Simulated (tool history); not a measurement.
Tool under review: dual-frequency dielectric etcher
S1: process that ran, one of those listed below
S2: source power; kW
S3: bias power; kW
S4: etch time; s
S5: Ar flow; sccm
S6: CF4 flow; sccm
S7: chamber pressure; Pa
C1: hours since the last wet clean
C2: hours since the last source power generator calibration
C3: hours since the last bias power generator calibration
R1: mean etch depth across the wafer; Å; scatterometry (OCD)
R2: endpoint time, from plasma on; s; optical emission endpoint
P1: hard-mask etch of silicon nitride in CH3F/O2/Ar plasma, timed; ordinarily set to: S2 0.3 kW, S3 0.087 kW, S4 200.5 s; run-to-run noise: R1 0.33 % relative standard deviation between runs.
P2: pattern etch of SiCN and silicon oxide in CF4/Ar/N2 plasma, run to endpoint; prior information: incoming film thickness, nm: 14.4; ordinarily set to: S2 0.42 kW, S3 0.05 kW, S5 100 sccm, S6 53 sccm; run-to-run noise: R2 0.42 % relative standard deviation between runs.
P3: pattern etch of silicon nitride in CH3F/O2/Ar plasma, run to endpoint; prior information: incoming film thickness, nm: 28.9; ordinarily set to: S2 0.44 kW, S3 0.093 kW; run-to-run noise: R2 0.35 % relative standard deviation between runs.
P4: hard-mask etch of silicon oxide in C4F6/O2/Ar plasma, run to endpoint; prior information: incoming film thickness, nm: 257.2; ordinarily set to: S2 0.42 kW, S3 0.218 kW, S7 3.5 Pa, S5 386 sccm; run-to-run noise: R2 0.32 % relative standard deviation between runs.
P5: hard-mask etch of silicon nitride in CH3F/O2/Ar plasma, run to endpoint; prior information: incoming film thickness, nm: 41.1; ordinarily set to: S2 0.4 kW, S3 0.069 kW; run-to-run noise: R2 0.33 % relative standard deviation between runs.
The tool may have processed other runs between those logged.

| run | hour | S1 | S2 | S3 | S4 | S5 | S6 | S7 | C1 | C2 | C3 | R1 | R2 |
|---|---|---|---|---|---|---|---|---|---|---|---|---|---|
| 1 | 10 | P1 | 0.3 | 0.087 | 200.5 |  |  |  | 438.5 | 1929.1 | 1032.6 | 1350.9 |  |
| 2 | 16.4 | P1 | 0.3 | 0.087 | 200.5 |  |  |  | 444.9 | 1935.5 | 1039 | 1344.3 |  |
| 3 | 23.3 | P5 | 0.4 | 0.069 |  |  |  |  | 451.8 | 1942.4 | 1045.9 |  | 59.245 |
| 4 | 32 | P1 | 0.39 | 0.087 | 200.5 |  |  |  | 460.5 | 1951.1 | 1054.6 | 1494.7 |  |
| 5 | 40 | P1 | 0.22 | 0.087 | 200.5 |  |  |  | 468.5 | 1959.1 | 1062.6 | 1208.1 |  |
| 6 | 51.3 | P5 | 0.4 | 0.097 |  |  |  |  | 479.8 | 1970.4 | 1073.9 |  | 52.617 |
| 7 | 57.9 | P3 | 0.61 | 0.093 |  |  |  |  | 486.4 | 1977 | 1080.5 |  | 32.116 |
| 8 | 64.8 | P1 | 0.3 | 0.119 | 200.5 |  |  |  | 493.3 | 1983.9 | 1087.4 | 1519 |  |
|  | 75.5 | bias power generator calibrated |
| 9 | 78.3 | P5 | 0.53 | 0.069 |  |  |  |  | 506.8 | 1997.4 | 2.9 |  | 53.587 |
| 10 | 85.2 | P2 | 0.27 | 0.05 |  | 100 | 53 |  | 513.7 | 2004.3 | 9.8 |  | 31.175 |
| 11 | 91.1 | P2 | 0.42 | 0.05 |  | 135 | 53 |  | 519.6 | 2010.2 | 15.7 |  | 22.064 |
| 12 | 103.8 | P3 | 0.44 | 0.093 |  |  |  |  | 532.3 | 2022.9 | 28.4 |  | 36.374 |
| 13 | 116.1 | P3 | 0.44 | 0.093 |  |  |  |  | 544.6 | 2035.2 | 40.7 |  | 36.394 |
| 14 | 128.7 | P2 | 0.42 | 0.05 |  | 100 | 53 |  | 557.2 | 2047.8 | 53.3 |  | 21.156 |
| 15 | 138.5 | P2 | 0.42 | 0.05 |  | 100 | 53 |  | 567 | 2057.6 | 63.1 |  | 21.095 |
| 16 | 146.5 | P1 | 0.3 | 0.087 | 299.5 |  |  |  | 575 | 2065.6 | 71.1 | 2006.6 |  |
| 17 | 153.4 | P1 | 0.3 | 0.087 | 200.5 |  |  |  | 581.9 | 2072.5 | 78 | 1350.9 |  |
| 18 | 161.9 | P2 | 0.42 | 0.05 |  | 100 | 67 |  | 590.4 | 2081 | 86.5 |  | 20.209 |
| 19 | 175 | P4 | 0.42 | 0.218 |  | 386 |  | 3.5 | 603.5 | 2094.1 | 99.6 |  | 77.106 |
| 20 | 183.3 | P4 | 0.42 | 0.218 |  | 386 |  | 3.5 | 611.8 | 2102.4 | 107.9 |  | 76.74 |
| 21 | 189.4 | P4 | 0.42 | 0.218 |  | 386 |  | 4.5 | 617.9 | 2108.5 | 114 |  | 79.771 |
| 22 | 199.7 | P1 | 0.3 | 0.087 | 200.5 |  |  |  | 628.2 | 2118.8 | 124.3 | 1347 |  |
| 23 | 211.9 | P1 | 0.3 | 0.087 | 200.5 |  |  |  | 640.4 | 2131 | 136.5 | 1345.8 |  |
| 24 | 217.9 | P5 | 0.4 | 0.069 |  |  |  |  | 646.4 | 2137 | 142.5 |  | 59.017 |
| 25 | 226.8 | P4 | 0.42 | 0.218 |  | 279 |  | 3.5 | 655.3 | 2145.9 | 151.4 |  | 74.326 |
| 26 | 238.2 | P2 | 0.42 | 0.063 |  | 100 | 53 |  | 666.7 | 2157.3 | 162.8 |  | 19.591 |
| 27 | 246.9 | P1 | 0.3 | 0.087 | 200.5 |  |  |  | 675.4 | 2166 | 171.5 | 1349.9 |  |
| 28 | 258.6 | P1 | 0.4 | 0.102 | 200.5 |  |  |  | 687.1 | 2177.7 | 183.2 | 1587.5 |  |
| 29 | 268.4 | P1 | 0.3 | 0.056 | 200.5 |  |  |  | 696.9 | 2187.5 | 193 | 1154.8 |  |
| 30 | 278.1 | P4 | 0.56 | 0.218 |  | 386 |  | 3.5 | 706.6 | 2197.2 | 202.7 |  | 68.642 |
| 31 | 289.9 | P3 | 0.44 | 0.124 |  |  |  |  | 718.4 | 2209 | 214.5 |  | 32.698 |
| 32 | 301.9 | P4 | 0.42 | 0.266 |  | 386 |  | 3.5 | 730.4 | 2221 | 226.5 |  | 71.943 |
| 33 | 309.6 | P1 | 0.3 | 0.087 | 110.5 |  |  |  | 738.1 | 2228.7 | 234.2 | 743.34 |  |
| 34 | 315.7 | P1 | 0.18 | 0.063 | 200.5 |  |  |  | 744.2 | 2234.8 | 240.3 | 994.62 |  |
| 35 | 325.6 | P1 | 0.3 | 0.087 | 200.5 |  |  |  | 754.1 | 2244.7 | 250.2 | 1346.6 |  |
| 36 | 333.4 | P1 | 0.3 | 0.087 | 200.5 |  |  |  | 761.9 | 2252.5 | 258 | 1331.4 |  |
| 37 | 342.3 | P1 | 0.3 | 0.087 | 200.5 |  |  |  | 770.8 | 2261.4 | 266.9 | 1335.1 |  |
| 38 | 350.8 | P1 | 0.3 | 0.087 | 200.5 |  |  |  | 779.3 | 2269.9 | 275.4 | 1337.9 |  |
| 39 | 362.9 | P1 | 0.3 | 0.087 | 200.5 |  |  |  | 791.4 | 2282 | 287.5 | 1324.2 |  |
|  | 365.4 | wet clean of the chamber |
| 40 | 371.4 | P1 | 0.3 | 0.087 | 200.5 |  |  |  | 6.1 | 2290.5 | 296 | 1336.4 |  |
| 41 | 382.4 | P1 | 0.3 | 0.087 | 200.5 |  |  |  | 17.1 | 2301.5 | 307 | 1323.7 |  |

What P1 gives has crept away from where it was. These 2 causes fit the log equally well, each at the size given:
A: source power that arrives under what is set, % = 4.4
B: bias power that arrives under what is set, % = 4.51
The creep began at about hour 325.6.
Excluded causes, each with its reason:
chamber walls in a state that lowers the etch rate, %: serviced at hour 365.4, after the change had begun; the process did not return to its earlier output

Each of the check runs listed below is run on 2 wafers and reports their average, with the results left as question marks. Pick the one under which the possible causes would lead to clearly different results.
| check 1 | 393.4 | P5 | 0.5 | 0.095 |  |  |  |  |  |  |  |  | ? |
| check 2 | 393.4 | P2 | 0.42 | 0.05 |  | 100 | 63 |  |  |  |  |  | ? |
| check 3 | 393.4 | P3 | 0.59 | 0.113 |  |  |  |  |  |  |  |  | ? |
| check 4 | 393.4 | P4 | 0.55 | 0.218 |  | 386 |  | 3.5 |  |  |  |  | ? |

Outcome of each check run for each possible cause:
| check | result | if A | if B |
|---|---|---|---|
| check 1 | R2 | 49.526 | 49.505 |
| check 2 | R2 | 21.243 | 20.709 |
| check 3 | R2 | 31 | 31.002 |
| check 4 | R2 | 70.618 | 70.429 |
Gap, in per cent, between the two causes that each check separates least, read from the result that separates them most: check 1 0.04 %; check 2 2.55 %; check 3 0.01 %; check 4 0.27 %
The other checks would show nearly matching results whichever cause is true, so check 2 is the only one that separates the causes.

The results of check 2 are: R2 21.26 s. Based on these, which of the listed causes is it?

The cause is A: source power that arrives under what is set, %.
